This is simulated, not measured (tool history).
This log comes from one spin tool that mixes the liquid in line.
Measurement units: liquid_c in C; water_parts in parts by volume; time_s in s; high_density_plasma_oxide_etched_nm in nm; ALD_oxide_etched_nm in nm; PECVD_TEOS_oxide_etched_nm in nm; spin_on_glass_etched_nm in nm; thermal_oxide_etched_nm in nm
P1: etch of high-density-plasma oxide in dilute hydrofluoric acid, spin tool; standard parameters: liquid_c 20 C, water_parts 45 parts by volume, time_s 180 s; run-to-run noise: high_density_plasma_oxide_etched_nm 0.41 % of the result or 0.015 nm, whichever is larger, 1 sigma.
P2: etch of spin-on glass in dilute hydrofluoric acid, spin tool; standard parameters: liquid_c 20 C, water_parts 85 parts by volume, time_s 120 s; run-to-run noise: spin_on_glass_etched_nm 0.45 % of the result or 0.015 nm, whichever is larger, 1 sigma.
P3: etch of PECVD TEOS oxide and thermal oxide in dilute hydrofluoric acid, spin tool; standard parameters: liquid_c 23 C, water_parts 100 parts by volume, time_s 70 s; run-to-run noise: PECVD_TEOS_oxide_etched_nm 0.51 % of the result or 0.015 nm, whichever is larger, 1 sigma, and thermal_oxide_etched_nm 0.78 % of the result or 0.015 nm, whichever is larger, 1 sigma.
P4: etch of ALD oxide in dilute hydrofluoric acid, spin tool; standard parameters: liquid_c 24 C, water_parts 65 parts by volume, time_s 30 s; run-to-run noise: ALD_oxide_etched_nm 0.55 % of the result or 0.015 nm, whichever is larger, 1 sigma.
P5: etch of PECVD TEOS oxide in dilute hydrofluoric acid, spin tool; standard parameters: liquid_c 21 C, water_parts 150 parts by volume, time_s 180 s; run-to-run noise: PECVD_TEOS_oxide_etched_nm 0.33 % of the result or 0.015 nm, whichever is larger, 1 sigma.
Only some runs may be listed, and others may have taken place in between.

run   hour  process  liquid_c  water_parts  time_s  hours since the thermometer was replaced  hours since the hydrofluoric acid flow meter was replaced  high_density_plasma_oxide_etched_nm  ALD_oxide_etched_nm  PECVD_TEOS_oxide_etched_nm  spin_on_glass_etched_nm  thermal_oxide_etched_nm
  1   12.3       P1        20           45     180                                     678.4                                                     1148.9                               21.723
  2   19.7       P1        17           45     335                                     685.8                                                     1156.3                               35.731
  3     28       P4        20           65      30                                     694.1                                                     1164.6                                                    4.8027
  4   41.2       P5        28          150     180                                     707.3                                                     1177.8                                                                                11.233
  5     56       P4        24           85      30                                     722.1                                                     1192.6                                                    4.2324
      57.8  -- thermometer replaced
  6   69.9       P5        21          270     180                                      12.2                                                     1206.5                                                                                4.2164
  7   80.8       P2        20          145     120                                      23.1                                                     1217.4                                                                                                         23.348
  8     88       P2        20           85     205                                      30.3                                                     1224.6                                                                                                         72.053
  9   94.9       P1        20           45     180                                      37.2                                                     1231.5                               21.865
 10  102.4       P1        26           45     180                                      44.7                                                       1239                               27.941
 11  112.6       P1        20           45      15                                      54.9                                                     1249.2                               1.8454
 12  120.7       P1        20           45     180                                        63                                                     1257.3                               21.861
 13    135       P3        23           40      70                                      77.3                                                     1271.6                                                                                38.459                                            8.1771
 14  145.1       P3        17          100      70                                      87.4                                                     1281.7                                                                                11.084                                            2.4038
 15  153.2       P1        20           45     180                                      95.5                                                     1289.8                               21.629
 16  166.1       P5        21          150     300                                     108.4                                                     1302.7                                                                                14.307
 17  176.3       P4        24           65      30                                     118.6                                                     1312.9                                                    5.7587
 18  188.8       P1        20           45     305                                     131.1                                                     1325.4                               36.848
 19  200.6       P4        24           65      30                                     142.9                                                     1337.2                                                    5.6959
 20  208.1       P1        25           30     180                                     150.4                                                     1344.7                               41.023
 21  221.6       P1        20           20     180                                     163.9                                                     1358.2                                50.57
 22  233.6       P5        21          150     180                                     175.9                                                     1370.2                                                                                8.4984
 23  245.3       P3        23          100      15                                     187.6                                                     1381.9                                                                                3.0518                                           0.64981
 24  255.5       P4        24           65      55                                     197.8                                                     1392.1                                                    10.464
 25  264.6       P2        20           85     120                                     206.9                                                     1401.2                                                                                                         42.301
 26  272.6       P3        23          100      70                                     214.9                                                     1409.2                                                                                14.252                                            3.0808
 27  283.1       P1        20           65     180                                     225.4                                                     1419.7                               14.617
 28    293       P2        28           85     120                                     235.3                                                     1429.6                                                                                                         58.006
 29  302.8       P1        17           45     180                                     245.1                                                     1439.4                               19.163
 30  315.9       P1        20           45     180                                     258.2                                                     1452.5                               21.882
 31  329.2       P5        21          150     180                                     271.5                                                     1465.8                                                                                8.5494
 32  337.1       P1        20           45     180                                     279.4                                                     1473.7                               21.731
 33    352       P1        20           45     180                                     294.3                                                     1488.6                               22.566
 34  365.9       P1        20           45     180                                     308.2                                                     1502.5                               23.273
 35  375.8       P1        20           45     180                                     318.1                                                     1512.4                               23.491
 36  388.6       P1        20           45     180                                     330.9                                                     1525.2                               23.622
 37  395.3       P1        20           45     180                                     337.6                                                     1531.9                               23.726
 38    402       P1        20           45     180                                     344.3                                                     1538.6                               23.662
 39  409.7       P1        20           45     180                                       352                                                     1546.3                               23.708
 40  418.9       P1        20           45     180                                     361.2                                                     1555.5                               23.941
 41  426.2       P1        20           45     180                                     368.5                                                     1562.8                                23.78
 42  436.4       P1        20           45     180                                     378.7                                                       1573                               23.941

Compared with where it was, what P1 gives has crept away. Each cause listed below fits the log as well as the rest, at the size given for it:
A: hydrofluoric acid flow above the setpoint (%) = 9.21
B: liquid hotter than its thermometer reads (K) = 2.2
At approximately hour 337.1, the process output began to creep.

Listed below are the offered check runs, one wafer per run, with question marks in place of results. For which of them would the causes give clearly different outcomes?
check 1  446.6       P4        20           65      30                                                                                                                                                              ?
check 2  446.6       P3        23           70      15                                                                                                                                                                                          ?                                                 ?
check 3  446.6       P2        20          115     180                                                                                                                                                                                                                   ?
check 4  446.6       P5        25          260     180                                                                                                                                                                                          ?

What every check run would give for each of its results, assuming each possible cause in turn:
  check                      result    if A    if B
check 1         ALD_oxide_etched_nm  5.3047  5.2893
check 2  PECVD_TEOS_oxide_etched_nm  4.9507  4.9189
check 2     thermal_oxide_etched_nm  1.0783  1.0714
check 3     spin_on_glass_etched_nm  49.864  49.358
check 4  PECVD_TEOS_oxide_etched_nm  5.6846  5.4908
Per-check spread between the two closest causes, in the result where they differ most: check 1 0.29 %; check 2 0.64 %; check 3 1.02 %; check 4 3.47 %
Only check 4 tells the causes apart: in the others they would give nearly the same result.

With check 4 done, the readings were: PECVD_TEOS_oxide_etched_nm 5.5043 nm. Identify which of the listed causes applies.

Of the candidate causes, it is B: liquid hotter than its thermometer reads (K).
